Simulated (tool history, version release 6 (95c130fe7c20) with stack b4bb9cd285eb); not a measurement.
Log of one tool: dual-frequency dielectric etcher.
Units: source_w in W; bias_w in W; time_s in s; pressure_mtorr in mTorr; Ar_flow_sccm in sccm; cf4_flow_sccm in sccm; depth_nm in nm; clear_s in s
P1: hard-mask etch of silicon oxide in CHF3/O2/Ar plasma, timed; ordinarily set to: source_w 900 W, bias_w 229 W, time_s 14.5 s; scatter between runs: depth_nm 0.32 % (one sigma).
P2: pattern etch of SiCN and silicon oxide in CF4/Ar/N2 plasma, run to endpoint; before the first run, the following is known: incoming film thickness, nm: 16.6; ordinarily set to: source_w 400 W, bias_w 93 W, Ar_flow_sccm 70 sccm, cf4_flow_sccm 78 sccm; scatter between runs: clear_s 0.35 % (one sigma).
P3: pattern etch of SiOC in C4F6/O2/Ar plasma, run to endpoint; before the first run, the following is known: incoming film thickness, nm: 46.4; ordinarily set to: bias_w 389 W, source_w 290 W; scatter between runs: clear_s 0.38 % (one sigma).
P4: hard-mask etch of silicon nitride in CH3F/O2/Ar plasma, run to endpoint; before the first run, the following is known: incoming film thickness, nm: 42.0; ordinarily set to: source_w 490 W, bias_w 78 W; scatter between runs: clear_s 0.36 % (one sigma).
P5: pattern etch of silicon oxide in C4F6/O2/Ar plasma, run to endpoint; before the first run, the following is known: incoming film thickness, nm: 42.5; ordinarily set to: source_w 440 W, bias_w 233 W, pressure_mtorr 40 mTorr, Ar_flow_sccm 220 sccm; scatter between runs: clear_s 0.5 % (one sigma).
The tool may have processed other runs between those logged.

| run | hour | process | source_w | bias_w | time_s | pressure_mtorr | Ar_flow_sccm | cf4_flow_sccm | hours since the last wet clean | hours since the last source power generator calibration | hours since the last bias power generator calibration | depth_nm | clear_s |
|---|---|---|---|---|---|---|---|---|---|---|---|---|---|
| 1 | 6.9 | P1 | 900 | 229 | 14.5 |  |  |  | 324.4 | 1493.5 | 816.5 | 37.137 |  |
| 2 | 11.6 | P1 | 900 | 229 | 14.5 |  |  |  | 329.1 | 1498.2 | 821.2 | 37.165 |  |
| 3 | 19.1 | P1 | 900 | 289 | 14.5 |  |  |  | 336.6 | 1505.7 | 828.7 | 40.252 |  |
| 4 | 23.7 | P1 | 900 | 229 | 8 |  |  |  | 341.2 | 1510.3 | 833.3 | 20.513 |  |
| 5 | 28.4 | P1 | 900 | 166 | 14.5 |  |  |  | 345.9 | 1515 | 838 | 33.118 |  |
| 6 | 32.5 | P1 | 900 | 229 | 14.5 |  |  |  | 350 | 1519.1 | 842.1 | 36.972 |  |
| 7 | 36 | P3 | 290 | 530 |  |  |  |  | 353.5 | 1522.6 | 845.6 |  | 17.083 |
|  | 37.2 | bias power generator calibrated |
| 8 | 40.5 | P1 | 900 | 229 | 14.5 |  |  |  | 358 | 1527.1 | 3.4 | 36.946 |  |
| 9 | 45.7 | P5 | 440 | 306 |  | 40 | 220 |  | 363.2 | 1532.3 | 8.6 |  | 11.174 |
| 10 | 51.8 | P4 | 400 | 78 |  |  |  |  | 369.3 | 1538.4 | 14.7 |  | 56.996 |
| 11 | 57.9 | P4 | 490 | 57 |  |  |  |  | 375.4 | 1544.5 | 20.8 |  | 58.578 |
| 12 | 64.1 | P3 | 290 | 389 |  |  |  |  | 381.6 | 1550.7 | 27 |  | 19.397 |
| 13 | 70.4 | P5 | 440 | 233 |  | 40 | 140 |  | 387.9 | 1557 | 33.3 |  | 11.625 |
| 14 | 76.9 | P2 | 400 | 93 |  |  | 43 | 78 | 394.4 | 1563.5 | 39.8 |  | 17.379 |
| 15 | 83.7 | P3 | 290 | 389 |  |  |  |  | 401.2 | 1570.3 | 46.6 |  | 19.257 |
| 16 | 88.8 | P3 | 350 | 389 |  |  |  |  | 406.3 | 1575.4 | 51.7 |  | 17.919 |
| 17 | 95.5 | P1 | 900 | 229 | 18.5 |  |  |  | 413 | 1582.1 | 58.4 | 47.519 |  |
| 18 | 99.4 | P4 | 490 | 78 |  |  |  |  | 416.9 | 1586 | 62.3 |  | 52.638 |
| 19 | 103.1 | P2 | 400 | 93 |  |  | 70 | 104 | 420.6 | 1589.7 | 66 |  | 17.896 |
| 20 | 106.8 | P1 | 760 | 229 | 17.5 |  |  |  | 424.3 | 1593.4 | 69.7 | 41.837 |  |
| 21 | 110.9 | P5 | 350 | 233 |  | 40 | 220 |  | 428.4 | 1597.5 | 73.8 |  | 13.371 |
| 22 | 116.6 | P2 | 400 | 93 |  |  | 70 | 78 | 434.1 | 1603.2 | 79.5 |  | 18.483 |
| 23 | 120.5 | P1 | 630 | 229 | 14.5 |  |  |  | 438 | 1607.1 | 83.4 | 32.097 |  |
| 24 | 126.6 | P5 | 440 | 233 |  | 40 | 220 |  | 444.1 | 1613.2 | 89.5 |  | 12.129 |
| 25 | 134 | P5 | 440 | 233 |  | 55.5 | 220 |  | 451.5 | 1620.6 | 96.9 |  | 12.699 |
| 26 | 138 | P2 | 400 | 64 |  |  | 70 | 78 | 455.5 | 1624.6 | 100.9 |  | 20.788 |
| 27 | 144.7 | P2 | 280 | 93 |  |  | 70 | 78 | 462.2 | 1631.3 | 107.6 |  | 25.072 |
| 28 | 149.4 | P1 | 1160 | 229 | 14.5 |  |  |  | 466.9 | 1636 | 112.3 | 40.859 |  |
| 29 | 156.8 | P2 | 400 | 93 |  |  | 70 | 78 | 474.3 | 1643.4 | 119.7 |  | 18.447 |
| 30 | 164.2 | P1 | 900 | 229 | 14.5 |  |  |  | 481.7 | 1650.8 | 127.1 | 37.163 |  |
| 31 | 170.9 | P1 | 900 | 229 | 14.5 |  |  |  | 488.4 | 1657.5 | 133.8 | 37.17 |  |
| 32 | 174.5 | P1 | 900 | 229 | 14.5 |  |  |  | 492 | 1661.1 | 137.4 | 37.372 |  |
| 33 | 179.7 | P1 | 900 | 229 | 14.5 |  |  |  | 497.2 | 1666.3 | 142.6 | 37.421 |  |
|  | 181.1 | wet clean of the chamber |
| 34 | 185.9 | P1 | 900 | 229 | 14.5 |  |  |  | 4.9 | 1672.5 | 148.8 | 37.49 |  |
| 35 | 192.8 | P1 | 900 | 229 | 14.5 |  |  |  | 11.8 | 1679.4 | 155.7 | 37.503 |  |
| 36 | 200.2 | P1 | 900 | 229 | 14.5 |  |  |  | 19.2 | 1686.8 | 163.1 | 37.542 |  |
| 37 | 207.3 | P1 | 900 | 229 | 14.5 |  |  |  | 26.3 | 1693.9 | 170.2 | 37.823 |  |
| 38 | 211.7 | P1 | 900 | 229 | 14.5 |  |  |  | 30.7 | 1698.3 | 174.6 | 37.583 |  |

What P1 gives has crept off from where it sat before. The 2 causes that follow fit the log equally well, each at the size noted:
A: bias power that arrives over what is set, % = 4.8
B: source power that arrives over what is set, % = 4.34
Creep in the process output first set in at about hour 164.2.
Every other cause this tool's parts could produce, and why it does not fit the log:
chamber walls in a state that raises the etch rate, %: serviced at hour 181.1, after the drift had started, without restoring the earlier output

Below are 4 check runs, each averaged over 2 wafers, with their results shown as question marks. Which of them would give clearly different results depending on which cause is behind the drift?
| check 1 | 216.1 | P2 | 400 | 93 |  |  | 70 | 78 |  |  |  |  | ? |
| check 2 | 216.1 | P3 | 290 | 389 |  |  |  |  |  |  |  |  | ? |
| check 3 | 216.1 | P4 | 490 | 78 |  |  |  |  |  |  |  |  | ? |
| check 4 | 216.1 | P5 | 440 | 233 |  | 40 | 220 |  |  |  |  |  | ? |

Predicted outcomes, by check and by cause:
| check | result | if A | if B |
|---|---|---|---|
| check 1 | clear_s | 18.133 | 17.745 |
| check 2 | clear_s | 18.888 | 18.915 |
| check 3 | clear_s | 51.954 | 51.958 |
| check 4 | clear_s | 12.029 | 12.02 |
Minimum pairwise separation of causes per check, each pair taken at its best-separating result: check 1 2.16 %; check 2 0.14 %; check 3 0.01 %; check 4 0.08 %
Of the check runs offered, only check 1 discriminates between the causes; the rest would read about the same regardless of which cause applies.

After running check 1, the following was obtained: clear_s 18.109 s. Which cause does this point to?

The correct cause is A, namely: bias power that arrives over what is set, %.
